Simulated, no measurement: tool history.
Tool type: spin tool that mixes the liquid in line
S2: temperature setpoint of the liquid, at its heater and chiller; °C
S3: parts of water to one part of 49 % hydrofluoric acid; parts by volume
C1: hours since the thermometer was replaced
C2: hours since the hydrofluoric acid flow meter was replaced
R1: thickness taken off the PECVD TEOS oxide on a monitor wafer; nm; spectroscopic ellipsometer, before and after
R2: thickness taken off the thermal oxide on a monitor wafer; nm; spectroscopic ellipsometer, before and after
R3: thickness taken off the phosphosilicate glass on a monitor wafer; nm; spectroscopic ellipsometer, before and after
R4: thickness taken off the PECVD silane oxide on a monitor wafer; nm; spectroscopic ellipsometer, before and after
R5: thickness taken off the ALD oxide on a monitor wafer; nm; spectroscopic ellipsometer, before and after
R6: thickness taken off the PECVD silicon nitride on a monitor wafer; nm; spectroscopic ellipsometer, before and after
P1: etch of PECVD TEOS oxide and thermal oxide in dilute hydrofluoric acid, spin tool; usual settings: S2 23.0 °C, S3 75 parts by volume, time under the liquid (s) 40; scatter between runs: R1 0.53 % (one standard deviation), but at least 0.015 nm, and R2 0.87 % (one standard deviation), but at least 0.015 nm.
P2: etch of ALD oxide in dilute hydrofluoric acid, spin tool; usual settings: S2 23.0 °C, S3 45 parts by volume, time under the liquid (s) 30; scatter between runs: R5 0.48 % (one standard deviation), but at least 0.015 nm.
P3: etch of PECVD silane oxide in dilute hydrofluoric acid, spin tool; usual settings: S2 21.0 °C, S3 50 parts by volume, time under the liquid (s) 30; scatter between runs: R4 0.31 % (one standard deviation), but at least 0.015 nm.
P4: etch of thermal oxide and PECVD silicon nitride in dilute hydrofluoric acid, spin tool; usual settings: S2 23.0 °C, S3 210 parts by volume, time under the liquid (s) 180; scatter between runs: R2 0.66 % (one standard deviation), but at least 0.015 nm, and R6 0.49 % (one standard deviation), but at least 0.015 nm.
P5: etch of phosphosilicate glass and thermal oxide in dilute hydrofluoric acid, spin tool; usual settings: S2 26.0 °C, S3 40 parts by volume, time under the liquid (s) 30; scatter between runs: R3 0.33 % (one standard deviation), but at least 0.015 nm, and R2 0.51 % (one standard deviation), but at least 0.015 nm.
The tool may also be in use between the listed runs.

run 1 day=0.446 | process_that_ran=P1 S2=23.0 S3=75 time_under_the_liquid_(s)=40 | C1=274.9 C2=381.1 | R1=12.4260 R2=2.51020
run 2 day=0.938 | process_that_ran=P5 S2=26.0 S3=55 time_under_the_liquid_(s)=30 | C1=286.7 C2=392.9 | R2=3.06570 R3=98.364
run 3 day=1.512 | process_that_ran=P3 S2=21.0 S3=50 time_under_the_liquid_(s)=30 | C1=300.5 C2=406.7 | R4=11.927
run 4 day=2.079 | process_that_ran=P1 S2=23.0 S3=110 time_under_the_liquid_(s)=40 | C1=314.1 C2=420.3 | R1=8.0798 R2=1.60660
run 5 day=2.529 | process_that_ran=P3 S2=21.0 S3=30 time_under_the_liquid_(s)=30 | C1=324.9 C2=431.1 | R4=20.465
run 6 day=3.196 | process_that_ran=P1 S2=23.0 S3=75 time_under_the_liquid_(s)=40 | C1=340.9 C2=447.1 | R1=12.3130 R2=2.47260
run 7 day=3.529 | process_that_ran=P3 S2=21.0 S3=50 time_under_the_liquid_(s)=15 | C1=348.9 C2=455.1 | R4=5.959
run 8 day=4.100 | process_that_ran=P1 S2=23.0 S3=75 time_under_the_liquid_(s)=75 | C1=362.6 C2=468.8 | R1=23.1800 R2=4.62390
run 9 day=4.575 | process_that_ran=P2 S2=30.5 S3=45 time_under_the_liquid_(s)=30 | C1=374.0 C2=480.2 | R5=14.1170
run 10 day=5.225 | process_that_ran=P1 S2=17.5 S3=75 time_under_the_liquid_(s)=40 | C1=389.6 C2=495.8 | R1=9.6807 R2=1.97700
run 11 day=5.904 | process_that_ran=P1 S2=23.0 S3=75 time_under_the_liquid_(s)=40 | C1=405.9 C2=512.1 | R1=12.3510 R2=2.44030
run 12 day=6.629 | process_that_ran=P5 S2=30.0 S3=40 time_under_the_liquid_(s)=30 | C1=423.3 C2=529.5 | R2=4.98440 R3=162.030
run 13 day=7.204 | process_that_ran=P1 S2=30.5 S3=75 time_under_the_liquid_(s)=40 | C1=437.1 C2=543.3 | R1=16.5320 R2=3.36130
run 14 day=7.912 | process_that_ran=P3 S2=27.5 S3=50 time_under_the_liquid_(s)=30 | C1=454.1 C2=560.3 | R4=15.617
run 15 day=8.379 | process_that_ran=P5 S2=26.0 S3=40 time_under_the_liquid_(s)=15 | C1=465.3 C2=571.5 | R2=2.09410 R3=69.082
run 16 day=8.704 | process_that_ran=P1 S2=23.0 S3=75 time_under_the_liquid_(s)=40 | C1=473.1 C2=579.3 | R1=12.2860 R2=2.49290
run 17 day=9.375 | process_that_ran=P4 S2=23.0 S3=210 time_under_the_liquid_(s)=180 | C1=489.2 C2=595.4 | R2=3.54060 R6=4.7300
run 18 day=9.929 | process_that_ran=P2 S2=23.0 S3=75 time_under_the_liquid_(s)=30 | C1=502.5 C2=608.7 | R5=6.0747
run 19 day=10.358 | process_that_ran=P4 S2=27.5 S3=210 time_under_the_liquid_(s)=180 | C1=512.8 C2=619.0 | R2=4.23570 R6=6.1923
run 20 day=10.692 | process_that_ran=P5 S2=26.0 S3=40 time_under_the_liquid_(s)=30 | C1=520.8 C2=627.0 | R2=4.26670 R3=137.300
run 21 day=11.217 | process_that_ran=P1 S2=27.0 S3=75 time_under_the_liquid_(s)=55 | C1=533.4 C2=639.6 | R1=19.9190 R2=3.99560
run 22 day=11.808 | process_that_ran=P1 S2=23.0 S3=75 time_under_the_liquid_(s)=15 | C1=547.6 C2=653.8 | R1=4.5893 R2=0.93551
run 23 day=12.246 | process_that_ran=P5 S2=26.0 S3=40 time_under_the_liquid_(s)=30 | C1=558.1 C2=664.3 | R2=4.28720 R3=138.560
run 24 day=12.575 | process_that_ran=P4 S2=23.0 S3=105 time_under_the_liquid_(s)=180 | C1=566.0 C2=672.2 | R2=7.90960 R6=9.2789
run 25 day=13.279 | process_that_ran=P2 S2=23.0 S3=45 time_under_the_liquid_(s)=15 | C1=582.9 C2=689.1 | R5=5.2942
run 26 day=13.879 | process_that_ran=P1 S2=23.0 S3=35 time_under_the_liquid_(s)=40 | C1=597.3 C2=703.5 | R1=27.9320 R2=5.69860
run 27 day=14.208 | process_that_ran=P4 S2=23.0 S3=210 time_under_the_liquid_(s)=340 | C1=605.2 C2=711.4 | R2=6.63040 R6=8.9748
run 28 day=14.650 | process_that_ran=P1 S2=23.0 S3=120 time_under_the_liquid_(s)=15 | C1=615.8 C2=722.0 | R1=2.7415 R2=0.55791
run 29 day=15.346 | process_that_ran=P2 S2=23.0 S3=45 time_under_the_liquid_(s)=30 | C1=632.5 C2=738.7 | R5=10.3590
run 30 day=15.908 | process_that_ran=P1 S2=23.0 S3=75 time_under_the_liquid_(s)=40 | C1=646.0 C2=752.2 | R1=12.3440 R2=2.49460
run 31 day=16.533 | process_that_ran=P1 S2=23.0 S3=75 time_under_the_liquid_(s)=40 | C1=661.0 C2=767.2 | R1=11.9940 R2=2.41100
run 32 day=17.129 | process_that_ran=P1 S2=23.0 S3=75 time_under_the_liquid_(s)=40 | C1=675.3 C2=781.5 | R1=11.5940 R2=2.35300
run 33 day=17.529 | process_that_ran=P1 S2=23.0 S3=75 time_under_the_liquid_(s)=40 | C1=684.9 C2=791.1 | R1=11.6150 R2=2.33470
run 34 day=17.896 | process_that_ran=P1 S2=23.0 S3=75 time_under_the_liquid_(s)=40 | C1=693.7 C2=799.9 | R1=11.4270 R2=2.31050
run 35 day=18.438 | process_that_ran=P1 S2=23.0 S3=75 time_under_the_liquid_(s)=40 | C1=706.7 C2=812.9 | R1=11.4890 R2=2.31410
run 36 day=19.046 | process_that_ran=P1 S2=23.0 S3=75 time_under_the_liquid_(s)=40 | C1=721.3 C2=827.5 | R1=11.3910 R2=2.30320
run 37 day=19.721 | process_that_ran=P1 S2=23.0 S3=75 time_under_the_liquid_(s)=40 | C1=737.5 C2=843.7 | R1=11.3380 R2=2.30590
run 38 day=20.450 | process_that_ran=P1 S2=23.0 S3=75 time_under_the_liquid_(s)=40 | C1=755.0 C2=861.2 | R1=11.4290 R2=2.30530
run 39 day=20.904 | process_that_ran=P1 S2=23.0 S3=75 time_under_the_liquid_(s)=40 | C1=765.9 C2=872.1 | R1=11.3880 R2=2.30240

P1 has crept away from where it was. The log is fitted equally well by each of these 2 causes, at the sizes shown:
A: liquid colder than its thermometer reads (K) = 1.98
B: hydrofluoric acid flow below the setpoint (%) = 7.13
The creep began at about day 15.908.

Consider the 4 single-wafer check runs listed below, results given as question marks: which one distinguishes between the causes by giving clearly different results for each?
run check 1 day=21.358 | process_that_ran=P3 S2=21.0 S3=50 time_under_the_liquid_(s)=30 | R4=?
run check 2 day=21.358 | process_that_ran=P4 S2=23.0 S3=210 time_under_the_liquid_(s)=180 | R2=? R6=?
run check 3 day=21.358 | process_that_ran=P5 S2=26.0 S3=40 time_under_the_liquid_(s)=30 | R2=? R3=?
run check 4 day=21.358 | process_that_ran=P2 S2=23.0 S3=45 time_under_the_liquid_(s)=30 | R5=?

Check results expected under each cause:
check=check_1 result=R4 if_A=11.004 if_B=11.063
check=check_2 result=R2 if_A=3.30880 if_B=3.25550
check=check_2 result=R6 if_A=4.1428 if_B=4.3736
check=check_3 result=R2 if_A=3.92300 if_B=3.93570
check=check_3 result=R3 if_A=127.490 if_B=127.900
check=check_4 result=R5 if_A=9.6318 if_B=9.6776
Minimum pairwise separation of causes per check, each pair taken at its best-separating result: check 1 0.54 %; check 2 5.42 %; check 3 0.32 %; check 4 0.47 %
The causes can be told apart only by check 2. The other checks would give nearly the same results under each of them.

Check 2 has now been run. It gave: R2 3.31780 nm; R6 4.1345 nm. Which of the candidate causes is it?

The cause is A: liquid colder than its thermometer reads (K).

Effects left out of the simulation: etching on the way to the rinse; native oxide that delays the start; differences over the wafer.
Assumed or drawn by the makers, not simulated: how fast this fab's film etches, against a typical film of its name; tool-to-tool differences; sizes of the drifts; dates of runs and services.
